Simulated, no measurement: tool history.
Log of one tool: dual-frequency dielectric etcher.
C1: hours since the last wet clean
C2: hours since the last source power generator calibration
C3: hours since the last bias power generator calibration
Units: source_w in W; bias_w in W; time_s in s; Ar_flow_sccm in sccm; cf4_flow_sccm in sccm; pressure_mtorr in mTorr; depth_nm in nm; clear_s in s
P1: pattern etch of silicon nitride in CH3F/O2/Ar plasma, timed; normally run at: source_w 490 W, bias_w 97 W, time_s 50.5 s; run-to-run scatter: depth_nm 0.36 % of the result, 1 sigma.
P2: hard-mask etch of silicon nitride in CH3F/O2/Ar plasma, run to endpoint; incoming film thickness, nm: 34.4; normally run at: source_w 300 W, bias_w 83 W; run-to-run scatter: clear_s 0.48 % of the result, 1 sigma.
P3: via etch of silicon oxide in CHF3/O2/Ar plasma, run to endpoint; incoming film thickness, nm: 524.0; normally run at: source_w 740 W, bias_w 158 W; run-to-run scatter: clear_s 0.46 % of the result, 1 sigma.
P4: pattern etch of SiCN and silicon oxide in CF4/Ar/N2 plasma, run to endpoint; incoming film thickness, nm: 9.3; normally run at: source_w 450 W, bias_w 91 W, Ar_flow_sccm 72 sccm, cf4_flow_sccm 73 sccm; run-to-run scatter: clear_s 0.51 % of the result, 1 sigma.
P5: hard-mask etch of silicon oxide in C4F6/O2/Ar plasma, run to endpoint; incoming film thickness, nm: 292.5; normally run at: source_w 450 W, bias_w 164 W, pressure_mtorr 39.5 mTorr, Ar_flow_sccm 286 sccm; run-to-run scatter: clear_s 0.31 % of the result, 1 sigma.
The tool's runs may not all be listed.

run 1 hour=8.2 | process=P1 source_w=490 bias_w=97 time_s=50.5 | C1=65.1 C2=442.2 C3=1730.8 | depth_nm=40.719
run 2 hour=24.6 | process=P4 source_w=450 bias_w=91 Ar_flow_sccm=72 cf4_flow_sccm=45 | C1=81.5 C2=458.6 C3=1747.2 | clear_s=10.239
run 3 hour=41.1 | process=P3 source_w=520 bias_w=158 | C1=98 C2=475.1 C3=1763.7 | clear_s=282.98
run 4 hour=52.8 | process=P1 source_w=490 bias_w=64 time_s=68.5 | C1=109.7 C2=486.8 C3=1775.4 | depth_nm=48.281
run 5 hour=67 | process=P3 source_w=740 bias_w=113 | C1=123.9 C2=501 C3=1789.6 | clear_s=275.5
run 6 hour=82.4 | process=P1 source_w=490 bias_w=97 time_s=33 | C1=139.3 C2=516.4 C3=1805 | depth_nm=26.709
run 7 hour=97.9 | process=P5 source_w=450 bias_w=164 Ar_flow_sccm=286 pressure_mtorr=39.5 | C1=154.8 C2=531.9 C3=1820.5 | clear_s=96.195
run 8 hour=115.2 | process=P5 source_w=450 bias_w=164 Ar_flow_sccm=392 pressure_mtorr=39.5 | C1=172.1 C2=549.2 C3=1837.8 | clear_s=99.185
run 9 hour=128.4 | process=P2 source_w=190 bias_w=83 | C1=185.3 C2=562.4 C3=1851 | clear_s=62.285
run 10 hour=137.5 | process=P2 source_w=300 bias_w=116 | C1=194.4 C2=571.5 C3=1860.1 | clear_s=45.9
run 11 hour=153 | process=P5 source_w=450 bias_w=164 Ar_flow_sccm=286 pressure_mtorr=39.5 | C1=209.9 C2=587 C3=1875.6 | clear_s=96.442
run 12 hour=161.7 | process=P1 source_w=370 bias_w=97 time_s=64.5 | C1=218.6 C2=595.7 C3=1884.3 | depth_nm=46.629
run 13 hour=177.4 | process=P4 source_w=450 bias_w=120 Ar_flow_sccm=72 cf4_flow_sccm=73 | C1=234.3 C2=611.4 C3=1900 | clear_s=8.7072
run 14 hour=192.4 | process=P2 source_w=300 bias_w=83 | C1=249.3 C2=626.4 C3=1915 | clear_s=52.318
run 15 hour=202.1 | process=P1 source_w=490 bias_w=97 time_s=50.5 | C1=259 C2=636.1 C3=1924.7 | depth_nm=40.878
run 16 hour=211.3 | process=P5 source_w=450 bias_w=164 Ar_flow_sccm=286 pressure_mtorr=28 | C1=268.2 C2=645.3 C3=1933.9 | clear_s=92.357
run 17 hour=226.2 | process=P1 source_w=490 bias_w=97 time_s=50.5 | C1=283.1 C2=660.2 C3=1948.8 | depth_nm=40.594
run 18 hour=235.7 | process=P1 source_w=490 bias_w=97 time_s=50.5 | C1=292.6 C2=669.7 C3=1958.3 | depth_nm=40.826
run 19 hour=244.6 | process=P5 source_w=450 bias_w=197 Ar_flow_sccm=286 pressure_mtorr=39.5 | C1=301.5 C2=678.6 C3=1967.2 | clear_s=90.838
run 20 hour=261.5 | process=P1 source_w=490 bias_w=62 time_s=50.5 | C1=318.4 C2=695.5 C3=1984.1 | depth_nm=34.809
run 21 hour=277.3 | process=P5 source_w=290 bias_w=164 Ar_flow_sccm=286 pressure_mtorr=39.5 | C1=334.2 C2=711.3 C3=1999.9 | clear_s=114.34
run 22 hour=290.8 | process=P1 source_w=630 bias_w=97 time_s=50.5 | C1=347.7 C2=724.8 C3=2013.4 | depth_nm=44.697
run 23 hour=303.7 | process=P1 source_w=490 bias_w=120 time_s=50.5 | C1=360.6 C2=737.7 C3=2026.3 | depth_nm=44.049
run 24 hour=321.6 | process=P4 source_w=450 bias_w=91 Ar_flow_sccm=100 cf4_flow_sccm=73 | C1=378.5 C2=755.6 C3=2044.2 | clear_s=9.9996
run 25 hour=333.3 | process=P1 source_w=380 bias_w=97 time_s=50.5 | C1=390.2 C2=767.3 C3=2055.9 | depth_nm=37.164
run 26 hour=343 | process=P1 source_w=490 bias_w=97 time_s=70 | C1=399.9 C2=777 C3=2065.6 | depth_nm=56.588
run 27 hour=359.3 | process=P4 source_w=340 bias_w=91 Ar_flow_sccm=72 cf4_flow_sccm=73 | C1=416.2 C2=793.3 C3=2081.9 | clear_s=12.196
run 28 hour=376.3 | process=P3 source_w=740 bias_w=158 | C1=433.2 C2=810.3 C3=2098.9 | clear_s=249.72
run 29 hour=389.6 | process=P1 source_w=300 bias_w=67 time_s=50.5 | C1=446.5 C2=823.6 C3=2112.2 | depth_nm=29.908
run 30 hour=400 | process=P4 source_w=450 bias_w=91 Ar_flow_sccm=72 cf4_flow_sccm=73 | C1=456.9 C2=834 C3=2122.6 | clear_s=9.7126
run 31 hour=413.5 | process=P1 source_w=490 bias_w=97 time_s=50.5 | C1=470.4 C2=847.5 C3=2136.1 | depth_nm=40.883
run 32 hour=424.1 | process=P1 source_w=490 bias_w=97 time_s=50.5 | C1=481 C2=858.1 C3=2146.7 | depth_nm=40.893
run 33 hour=436.5 | process=P1 source_w=490 bias_w=97 time_s=50.5 | C1=493.4 C2=870.5 C3=2159.1 | depth_nm=40.827
run 34 hour=452.7 | process=P1 source_w=490 bias_w=97 time_s=50.5 | C1=509.6 C2=886.7 C3=2175.3 | depth_nm=40.632
run 35 hour=462.5 | process=P1 source_w=490 bias_w=97 time_s=50.5 | C1=519.4 C2=896.5 C3=2185.1 | depth_nm=40.144
run 36 hour=478.2 | process=P1 source_w=490 bias_w=97 time_s=50.5 | C1=535.1 C2=912.2 C3=2200.8 | depth_nm=40.285
run 37 hour=488.2 | process=P1 source_w=490 bias_w=97 time_s=50.5 | C1=545.1 C2=922.2 C3=2210.8 | depth_nm=40.028
-- hour=490.3 wet clean of the chamber
run 38 hour=498.8 | process=P1 source_w=490 bias_w=97 time_s=50.5 | C1=8.5 C2=932.8 C3=2221.4 | depth_nm=40.13
run 39 hour=515 | process=P1 source_w=490 bias_w=97 time_s=50.5 | C1=24.7 C2=949 C3=2237.6 | depth_nm=40.006
run 40 hour=526.4 | process=P1 source_w=490 bias_w=97 time_s=50.5 | C1=36.1 C2=960.4 C3=2249 | depth_nm=40.263
run 41 hour=542.4 | process=P1 source_w=490 bias_w=97 time_s=50.5 | C1=52.1 C2=976.4 C3=2265 | depth_nm=40.287

What P1 gives has crept away from where it was. These 2 causes fit the log equally well, each at the size given:
A: source power that arrives under what is set, % = 4.68
B: bias power that arrives under what is set, % = 4.88
The creep began at about hour 436.5.
Why every other cause is out:
chamber walls in a state that lowers the etch rate, %: serviced at hour 490.3, which brought nothing back

4 check runs are offered, each on 2 wafers whose results are averaged, their results left as question marks. Which one tells the causes apart?
run check 1 hour=558.4 | process=P3 source_w=740 bias_w=158 | clear_s=?
run check 2 hour=558.4 | process=P5 source_w=450 bias_w=164 Ar_flow_sccm=286 pressure_mtorr=39.5 | clear_s=?
run check 3 hour=558.4 | process=P2 source_w=300 bias_w=83 | clear_s=?
run check 4 hour=558.4 | process=P4 source_w=450 bias_w=91 Ar_flow_sccm=72 cf4_flow_sccm=73 | clear_s=?

What each check would give under each cause:
check=check_1 result=clear_s if_A=252.91 if_B=252.27
check=check_2 result=clear_s if_A=97.944 if_B=97.596
check=check_3 result=clear_s if_A=52.883 if_B=52.886
check=check_4 result=clear_s if_A=9.9965 if_B=9.7445
How far apart the two closest causes lie, in the result that separates them most: check 1 0.25 %; check 2 0.36 %; check 3 0.01 %; check 4 2.55 %
Check 4 tells the causes apart: in the others they would give nearly the same result.

Check 4 was then run and gave: clear_s 10.02 s. Which cause is it?

It is A: source power that arrives under what is set, %.

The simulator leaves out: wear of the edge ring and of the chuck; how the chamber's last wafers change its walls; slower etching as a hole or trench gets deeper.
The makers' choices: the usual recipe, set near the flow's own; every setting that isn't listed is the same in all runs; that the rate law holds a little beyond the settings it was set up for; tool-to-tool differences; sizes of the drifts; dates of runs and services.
